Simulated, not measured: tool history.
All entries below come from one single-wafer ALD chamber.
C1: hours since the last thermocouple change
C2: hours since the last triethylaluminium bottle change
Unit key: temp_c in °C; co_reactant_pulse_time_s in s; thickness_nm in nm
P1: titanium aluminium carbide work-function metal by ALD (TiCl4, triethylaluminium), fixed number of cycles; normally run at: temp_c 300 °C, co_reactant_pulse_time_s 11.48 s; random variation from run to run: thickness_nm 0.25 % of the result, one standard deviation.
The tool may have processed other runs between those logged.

run 1 day=0.5 | temp_c=300 co_reactant_pulse_time_s=11.48 | C1=1869.7 C2=347.7 | thickness_nm=2.0654
run 2 day=0.942 | temp_c=281 co_reactant_pulse_time_s=11.48 | C1=1880.3 C2=358.3 | thickness_nm=1.8902
run 3 day=1.321 | temp_c=300 co_reactant_pulse_time_s=4.55 | C1=1889.4 C2=367.4 | thickness_nm=1.6648
run 4 day=1.621 | temp_c=300 co_reactant_pulse_time_s=11.48 | C1=1896.6 C2=374.6 | thickness_nm=2.0577
run 5 day=1.921 | temp_c=300 co_reactant_pulse_time_s=11.48 | C1=1903.8 C2=381.8 | thickness_nm=2.0669
run 6 day=2.383 | temp_c=325 co_reactant_pulse_time_s=11.48 | C1=1914.9 C2=392.9 | thickness_nm=2.2976
run 7 day=3.033 | temp_c=300 co_reactant_pulse_time_s=11.48 | C1=1930.5 C2=408.5 | thickness_nm=2.0655
run 8 day=3.5 | temp_c=300 co_reactant_pulse_time_s=16.54 | C1=1941.7 C2=419.7 | thickness_nm=2.1037
run 9 day=4.092 | temp_c=300 co_reactant_pulse_time_s=11.48 | C1=1955.9 C2=433.9 | thickness_nm=2.0625
run 10 day=4.746 | temp_c=285 co_reactant_pulse_time_s=16.36 | C1=1971.6 C2=449.6 | thickness_nm=1.9607
run 11 day=5.317 | temp_c=300 co_reactant_pulse_time_s=11.48 | C1=1985.3 C2=463.3 | thickness_nm=2.0648
run 12 day=5.733 | temp_c=300 co_reactant_pulse_time_s=11.48 | C1=1995.3 C2=473.3 | thickness_nm=2.0632
run 13 day=6.371 | temp_c=300 co_reactant_pulse_time_s=11.48 | C1=2010.6 C2=488.6 | thickness_nm=2.0605
run 14 day=6.892 | temp_c=300 co_reactant_pulse_time_s=11.48 | C1=2023.1 C2=501.1 | thickness_nm=2.0496
run 15 day=7.308 | temp_c=300 co_reactant_pulse_time_s=11.48 | C1=2033.1 C2=511.1 | thickness_nm=2.0392
run 16 day=7.662 | temp_c=300 co_reactant_pulse_time_s=11.48 | C1=2041.6 C2=519.6 | thickness_nm=2.0298
run 17 day=8.021 | temp_c=300 co_reactant_pulse_time_s=11.48 | C1=2050.2 C2=528.2 | thickness_nm=2.0282
run 18 day=8.617 | temp_c=300 co_reactant_pulse_time_s=11.48 | C1=2064.5 C2=542.5 | thickness_nm=2.0221
run 19 day=9.067 | temp_c=300 co_reactant_pulse_time_s=11.48 | C1=2075.3 C2=553.3 | thickness_nm=2.024

The log shows P1 creeping away from where it was. Any of the 2 causes listed here, at the size stated for it, fits the log just as well as the others:
A: wafer temperature below the value expected at the setpoint (K) = 4.77
B: triethylaluminium dose below that of a fresh bottle (%) = 18.3
The onset of the drift is placed at about day 6.371.

Below are 4 check runs, each on a single wafer, with their results shown as question marks. Which of them would tell the listed causes apart, meaning the causes would give clearly different results under it?
run check 1 day=9.517 | temp_c=309 co_reactant_pulse_time_s=11.48 | thickness_nm=?
run check 2 day=9.517 | temp_c=311 co_reactant_pulse_time_s=11.48 | thickness_nm=?
run check 3 day=9.517 | temp_c=300 co_reactant_pulse_time_s=4.66 | thickness_nm=?
run check 4 day=9.517 | temp_c=320 co_reactant_pulse_time_s=11.48 | thickness_nm=?

What every check run would give for each of its results, assuming each possible cause in turn:
check=check_1 result=thickness_nm if_A=2.1034 if_B=2.102
check=check_2 result=thickness_nm if_A=2.1214 if_B=2.1197
check=check_3 result=thickness_nm if_A=1.6485 if_B=1.539
check=check_4 result=thickness_nm if_A=2.2029 if_B=2.1998
Per-check spread between the two closest causes, in the result where they differ most: check 1 0.07 %; check 2 0.08 %; check 3 6.87 %; check 4 0.14 %
Only check 3 tells the causes apart: in the others they would give nearly the same result.

The results of check 3 are: thickness_nm 1.5435 nm. Based on these, which of the listed causes is it?

It was cause B: triethylaluminium dose below that of a fresh bottle (%).

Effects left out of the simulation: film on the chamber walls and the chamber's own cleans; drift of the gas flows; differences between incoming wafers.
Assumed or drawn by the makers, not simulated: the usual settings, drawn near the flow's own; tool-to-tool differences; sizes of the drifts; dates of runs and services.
